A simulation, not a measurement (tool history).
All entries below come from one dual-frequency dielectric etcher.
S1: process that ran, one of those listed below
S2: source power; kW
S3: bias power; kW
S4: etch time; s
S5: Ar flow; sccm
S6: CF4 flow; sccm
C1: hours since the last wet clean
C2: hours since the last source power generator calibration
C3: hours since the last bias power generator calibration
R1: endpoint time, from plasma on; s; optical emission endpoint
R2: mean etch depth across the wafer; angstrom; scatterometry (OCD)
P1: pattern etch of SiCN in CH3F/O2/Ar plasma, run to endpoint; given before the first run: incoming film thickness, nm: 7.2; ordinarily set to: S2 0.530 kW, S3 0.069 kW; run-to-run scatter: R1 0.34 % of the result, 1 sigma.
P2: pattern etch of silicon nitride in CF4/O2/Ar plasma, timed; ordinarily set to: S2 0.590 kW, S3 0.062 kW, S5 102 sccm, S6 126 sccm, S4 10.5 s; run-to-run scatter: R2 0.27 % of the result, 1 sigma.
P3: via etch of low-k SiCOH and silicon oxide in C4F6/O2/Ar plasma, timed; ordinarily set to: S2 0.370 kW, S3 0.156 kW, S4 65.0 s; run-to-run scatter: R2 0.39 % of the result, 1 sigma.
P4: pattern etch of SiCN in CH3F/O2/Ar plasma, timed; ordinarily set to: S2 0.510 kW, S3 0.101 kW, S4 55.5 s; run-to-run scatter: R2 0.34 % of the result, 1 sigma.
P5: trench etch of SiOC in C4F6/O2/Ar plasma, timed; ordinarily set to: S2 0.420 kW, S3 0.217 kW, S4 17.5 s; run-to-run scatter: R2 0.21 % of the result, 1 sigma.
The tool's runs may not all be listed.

{"run": 1, "hour": 6.8, "S1": "P1", "S2": 0.53, "S3": 0.069, "C1": 407.3, "C2": 1856.8, "C3": 1088.3, "R1": 17.693}
{"run": 2, "hour": 12.9, "S1": "P4", "S2": 0.51, "S3": 0.101, "S4": 39.5, "C1": 413.4, "C2": 1862.9, "C3": 1094.4, "R2": 184.71}
{"run": 3, "hour": 20.2, "S1": "P2", "S2": 0.59, "S3": 0.062, "S4": 10.5, "S5": 102, "S6": 126, "C1": 420.7, "C2": 1870.2, "C3": 1101.7, "R2": 248.13}
{"run": 4, "hour": 25.7, "S1": "P3", "S2": 0.23, "S3": 0.156, "S4": 65.0, "C1": 426.2, "C2": 1875.7, "C3": 1107.2, "R2": 1253.3}
{"run": 5, "hour": 31.8, "S1": "P5", "S2": 0.42, "S3": 0.217, "S4": 17.5, "C1": 432.3, "C2": 1881.8, "C3": 1113.3, "R2": 386.06}
{"run": 6, "hour": 36.4, "S1": "P4", "S2": 0.63, "S3": 0.101, "S4": 55.5, "C1": 436.9, "C2": 1886.4, "C3": 1117.9, "R2": 280.97}
{"run": 7, "hour": 39.9, "S1": "P4", "S2": 0.51, "S3": 0.101, "S4": 55.5, "C1": 440.4, "C2": 1889.9, "C3": 1121.4, "R2": 260.39}
{"run": 8, "hour": 43.2, "S1": "P1", "S2": 0.4, "S3": 0.092, "C1": 443.7, "C2": 1893.2, "C3": 1124.7, "R1": 17.649}
{"run": 9, "hour": 47.5, "S1": "P1", "S2": 0.43, "S3": 0.055, "C1": 448.0, "C2": 1897.5, "C3": 1129.0, "R1": 20.599}
{"run": 10, "hour": 51.7, "S1": "P1", "S2": 0.53, "S3": 0.069, "C1": 452.2, "C2": 1901.7, "C3": 1133.2, "R1": 17.651}
{"run": 11, "hour": 58.9, "S1": "P2", "S2": 0.59, "S3": 0.062, "S4": 10.5, "S5": 102, "S6": 76, "C1": 459.4, "C2": 1908.9, "C3": 1140.4, "R2": 235.07}
{"run": 12, "hour": 63.1, "S1": "P3", "S2": 0.37, "S3": 0.116, "S4": 65.0, "C1": 463.6, "C2": 1913.1, "C3": 1144.6, "R2": 1383.1}
{"run": 13, "hour": 66.6, "S1": "P2", "S2": 0.59, "S3": 0.062, "S4": 10.5, "S5": 135, "S6": 126, "C1": 467.1, "C2": 1916.6, "C3": 1148.1, "R2": 241.66}
{"run": 14, "hour": 73.3, "S1": "P1", "S2": 0.38, "S3": 0.069, "C1": 473.8, "C2": 1923.3, "C3": 1154.8, "R1": 20.055}
{"run": 15, "hour": 78.3, "S1": "P1", "S2": 0.53, "S3": 0.055, "C1": 478.8, "C2": 1928.3, "C3": 1159.8, "R1": 18.927}
{"run": 16, "hour": 84.2, "S1": "P3", "S2": 0.37, "S3": 0.156, "S4": 90.0, "C1": 484.7, "C2": 1934.2, "C3": 1165.7, "R2": 2089.6}
{"run": 17, "hour": 88.1, "S1": "P5", "S2": 0.32, "S3": 0.217, "S4": 17.5, "C1": 488.6, "C2": 1938.1, "C3": 1169.6, "R2": 348.24}
{"run": 18, "hour": 93.6, "S1": "P2", "S2": 0.59, "S3": 0.062, "S4": 10.5, "S5": 102, "S6": 126, "C1": 494.1, "C2": 1943.6, "C3": 1175.1, "R2": 250.28}
{"run": 19, "hour": 97.6, "S1": "P5", "S2": 0.42, "S3": 0.156, "S4": 17.5, "C1": 498.1, "C2": 1947.6, "C3": 1179.1, "R2": 346.95}
{"hour": 100.0, "done": "source power generator calibrated"}
{"run": 20, "hour": 101.4, "S1": "P1", "S2": 0.53, "S3": 0.089, "C1": 501.9, "C2": 1.5, "C3": 1182.9, "R1": 16.163}
{"run": 21, "hour": 108.5, "S1": "P3", "S2": 0.37, "S3": 0.156, "S4": 65.0, "C1": 509.0, "C2": 8.6, "C3": 1190.0, "R2": 1516.9}
{"run": 22, "hour": 115.5, "S1": "P4", "S2": 0.51, "S3": 0.101, "S4": 55.5, "C1": 516.0, "C2": 15.6, "C3": 1197.0, "R2": 260.37}
{"run": 23, "hour": 120.8, "S1": "P2", "S2": 0.59, "S3": 0.081, "S4": 10.5, "S5": 102, "S6": 126, "C1": 521.3, "C2": 20.9, "C3": 1202.3, "R2": 277.91}
{"run": 24, "hour": 124.2, "S1": "P1", "S2": 0.53, "S3": 0.069, "C1": 524.7, "C2": 24.3, "C3": 1205.7, "R1": 17.611}
{"run": 25, "hour": 128.8, "S1": "P4", "S2": 0.51, "S3": 0.142, "S4": 55.5, "C1": 529.3, "C2": 28.9, "C3": 1210.3, "R2": 295.17}
{"run": 26, "hour": 134.5, "S1": "P2", "S2": 0.76, "S3": 0.062, "S4": 10.5, "S5": 102, "S6": 126, "C1": 535.0, "C2": 34.6, "C3": 1216.0, "R2": 311.07}
{"run": 27, "hour": 141.0, "S1": "P5", "S2": 0.42, "S3": 0.217, "S4": 13.0, "C1": 541.5, "C2": 41.1, "C3": 1222.5, "R2": 287.68}
{"run": 28, "hour": 145.9, "S1": "P2", "S2": 0.59, "S3": 0.062, "S4": 7.0, "S5": 102, "S6": 126, "C1": 546.4, "C2": 46.0, "C3": 1227.4, "R2": 166.11}
{"run": 29, "hour": 151.0, "S1": "P1", "S2": 0.63, "S3": 0.058, "C1": 551.5, "C2": 51.1, "C3": 1232.5, "R1": 17.411}
{"run": 30, "hour": 154.5, "S1": "P1", "S2": 0.53, "S3": 0.069, "C1": 555.0, "C2": 54.6, "C3": 1236.0, "R1": 17.625}
{"run": 31, "hour": 161.8, "S1": "P1", "S2": 0.65, "S3": 0.069, "C1": 562.3, "C2": 61.9, "C3": 1243.3, "R1": 16.294}
{"run": 32, "hour": 168.6, "S1": "P1", "S2": 0.53, "S3": 0.069, "C1": 569.1, "C2": 68.7, "C3": 1250.1, "R1": 17.631}
{"run": 33, "hour": 175.5, "S1": "P1", "S2": 0.53, "S3": 0.069, "C1": 576.0, "C2": 75.6, "C3": 1257.0, "R1": 17.648}
{"run": 34, "hour": 181.3, "S1": "P1", "S2": 0.53, "S3": 0.069, "C1": 581.8, "C2": 81.4, "C3": 1262.8, "R1": 17.784}
{"run": 35, "hour": 185.1, "S1": "P1", "S2": 0.53, "S3": 0.069, "C1": 585.6, "C2": 85.2, "C3": 1266.6, "R1": 17.863}
{"run": 36, "hour": 188.7, "S1": "P1", "S2": 0.53, "S3": 0.069, "C1": 589.2, "C2": 88.8, "C3": 1270.2, "R1": 17.835}
{"run": 37, "hour": 193.5, "S1": "P1", "S2": 0.53, "S3": 0.069, "C1": 594.0, "C2": 93.6, "C3": 1275.0, "R1": 17.923}
{"hour": 196.6, "done": "wet clean of the chamber"}
{"run": 38, "hour": 199.7, "S1": "P1", "S2": 0.53, "S3": 0.069, "C1": 3.1, "C2": 99.8, "C3": 1281.2, "R1": 18.017}
{"run": 39, "hour": 206.6, "S1": "P1", "S2": 0.53, "S3": 0.069, "C1": 10.0, "C2": 106.7, "C3": 1288.1, "R1": 17.926}
{"run": 40, "hour": 210.4, "S1": "P1", "S2": 0.53, "S3": 0.069, "C1": 13.8, "C2": 110.5, "C3": 1291.9, "R1": 17.972}
{"run": 41, "hour": 213.6, "S1": "P1", "S2": 0.53, "S3": 0.069, "C1": 17.0, "C2": 113.7, "C3": 1295.1, "R1": 17.939}
{"run": 42, "hour": 218.7, "S1": "P1", "S2": 0.53, "S3": 0.069, "C1": 22.1, "C2": 118.8, "C3": 1300.2, "R1": 17.898}
{"run": 43, "hour": 224.2, "S1": "P1", "S2": 0.53, "S3": 0.069, "C1": 27.6, "C2": 124.3, "C3": 1305.7, "R1": 17.919}

The output of P1 has drifted from where it used to be. Each of the 2 causes below, taken at the size shown beside it, accounts for the log equally well:
A: bias power that arrives under what is set, % = 4.93
B: source power that arrives under what is set, % = 4.44
The process output started creeping at around hour 175.5.
Ruled out, with reasons:
chamber walls in a state that lowers the etch rate, %: serviced at hour 196.6, which brought nothing back

Which of the 4 check runs listed below separates the causes, so that each cause would produce a clearly different result? Each run uses one wafer, and its results are marked with question marks.
{"run": "check 1", "hour": 229.7, "S1": "P4", "S2": 0.62, "S3": 0.141, "S4": 55.5, "R2": "?"}
{"run": "check 2", "hour": 229.7, "S1": "P2", "S2": 0.59, "S3": 0.062, "S4": 8.5, "S5": 102, "S6": 126, "R2": "?"}
{"run": "check 3", "hour": 229.7, "S1": "P3", "S2": 0.24, "S3": 0.156, "S4": 65.0, "R2": "?"}
{"run": "check 4", "hour": 229.7, "S1": "P5", "S2": 0.42, "S3": 0.181, "S4": 13.5, "R2": "?"}

How each check would come out, cause by cause:
check=check_1 result=R2 if_A=310.86 if_B=311.80
check=check_2 result=R2 if_A=198.31 if_B=194.27
check=check_3 result=R2 if_A=1255.60 if_B=1253.60
check=check_4 result=R2 if_A=276.74 if_B=276.24
Separation of the two closest causes in each check, using whichever result separates them best: check 1 0.3 %; check 2 2.06 %; check 3 0.16 %; check 4 0.18 %
Check 2 tells the causes apart: in the others they would give nearly the same result.

With check 2 done, the readings were: R2 198.46 angstrom. Identify which of the listed causes applies.

Of the candidate causes, it is A: bias power that arrives under what is set, %.
